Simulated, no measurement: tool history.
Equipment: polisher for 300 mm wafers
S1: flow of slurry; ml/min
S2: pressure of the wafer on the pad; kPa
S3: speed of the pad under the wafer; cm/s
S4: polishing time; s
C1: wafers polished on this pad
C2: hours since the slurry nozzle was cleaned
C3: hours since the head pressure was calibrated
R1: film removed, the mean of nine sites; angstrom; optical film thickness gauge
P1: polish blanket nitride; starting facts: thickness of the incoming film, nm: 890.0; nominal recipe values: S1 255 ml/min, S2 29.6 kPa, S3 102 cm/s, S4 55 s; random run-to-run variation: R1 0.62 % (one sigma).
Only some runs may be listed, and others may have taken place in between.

run 1 hour=5.1 | S1=255 S2=29.6 S3=102 S4=55 | C1=522 C2=526 C3=665.6 | R1=1054.7
run 2 hour=12.1 | S1=255 S2=29.6 S3=160 S4=55 | C1=611 C2=533 C3=672.6 | R1=1518.5
run 3 hour=17.9 | S1=325 S2=29.6 S3=102 S4=55 | C1=685 C2=538.8 C3=678.4 | R1=1076.4
run 4 hour=22.1 | S1=255 S2=29.6 S3=48 S4=55 | C1=738 C2=543 C3=682.6 | R1=573.55
run 5 hour=29.2 | S1=255 S2=29.6 S3=102 S4=55 | C1=828 C2=550.1 C3=689.7 | R1=1046.9
-- hour=36 slurry nozzle cleaned
run 6 hour=37.3 | S1=255 S2=29.6 S3=102 S4=55 | C1=931 C2=1.4 C3=697.8 | R1=1049.9
run 7 hour=44.1 | S1=255 S2=29.6 S3=102 S4=55 | C1=1017 C2=8.2 C3=704.6 | R1=1057.9
-- hour=48 head pressure recalibrated
run 8 hour=48.6 | S1=255 S2=29.6 S3=102 S4=83 | C1=1074 C2=12.7 C3=0.6 | R1=1574.6
run 9 hour=55 | S1=155 S2=29.6 S3=102 S4=55 | C1=1155 C2=19.1 C3=7 | R1=973.11
run 10 hour=59.2 | S1=255 S2=29.6 S3=102 S4=55 | C1=1209 C2=23.3 C3=11.2 | R1=1047.3
run 11 hour=63.8 | S1=255 S2=39.3 S3=102 S4=77 | C1=1267 C2=27.9 C3=15.8 | R1=1952.2
run 12 hour=67.5 | S1=255 S2=45.5 S3=102 S4=55 | C1=1314 C2=31.6 C3=19.5 | R1=1611
run 13 hour=75.2 | S1=255 S2=29.6 S3=102 S4=55 | C1=1412 C2=39.3 C3=27.2 | R1=1057.7
run 14 hour=79.5 | S1=255 S2=17.2 S3=102 S4=55 | C1=1466 C2=43.6 C3=31.5 | R1=609.69
run 15 hour=83.2 | S1=255 S2=29.6 S3=102 S4=26 | C1=1513 C2=47.3 C3=35.2 | R1=501.54
run 16 hour=90.2 | S1=255 S2=29.6 S3=102 S4=55 | C1=1602 C2=54.3 C3=42.2 | R1=1039
run 17 hour=95.3 | S1=255 S2=29.6 S3=102 S4=55 | C1=1667 C2=59.4 C3=47.3 | R1=1028.7
run 18 hour=101.9 | S1=255 S2=29.6 S3=102 S4=55 | C1=1750 C2=66 C3=53.9 | R1=1018.9
run 19 hour=110.4 | S1=255 S2=29.6 S3=102 S4=55 | C1=1858 C2=74.5 C3=62.4 | R1=1012
run 20 hour=116.6 | S1=255 S2=29.6 S3=102 S4=55 | C1=1937 C2=80.7 C3=68.6 | R1=1001.8
-- hour=119.1 head pressure recalibrated
run 21 hour=121.5 | S1=255 S2=29.6 S3=102 S4=55 | C1=1999 C2=85.6 C3=2.4 | R1=999.57
run 22 hour=128.3 | S1=255 S2=29.6 S3=102 S4=55 | C1=2085 C2=92.4 C3=9.2 | R1=992.35
run 23 hour=136.2 | S1=255 S2=29.6 S3=102 S4=55 | C1=2185 C2=100.3 C3=17.1 | R1=983.02
run 24 hour=144.4 | S1=255 S2=29.6 S3=102 S4=55 | C1=2289 C2=108.5 C3=25.3 | R1=985.77
run 25 hour=152.4 | S1=255 S2=29.6 S3=102 S4=55 | C1=2391 C2=116.5 C3=33.3 | R1=987.81

Run 26 has not been measured yet. What should we expect?
run 26 hour=159.8 | S1=255 S2=29.6 S3=102 S4=55 | C1=2485 C2=123.9 C3=40.7 | R1=?

{"run 26": {"R1": 987.93}}

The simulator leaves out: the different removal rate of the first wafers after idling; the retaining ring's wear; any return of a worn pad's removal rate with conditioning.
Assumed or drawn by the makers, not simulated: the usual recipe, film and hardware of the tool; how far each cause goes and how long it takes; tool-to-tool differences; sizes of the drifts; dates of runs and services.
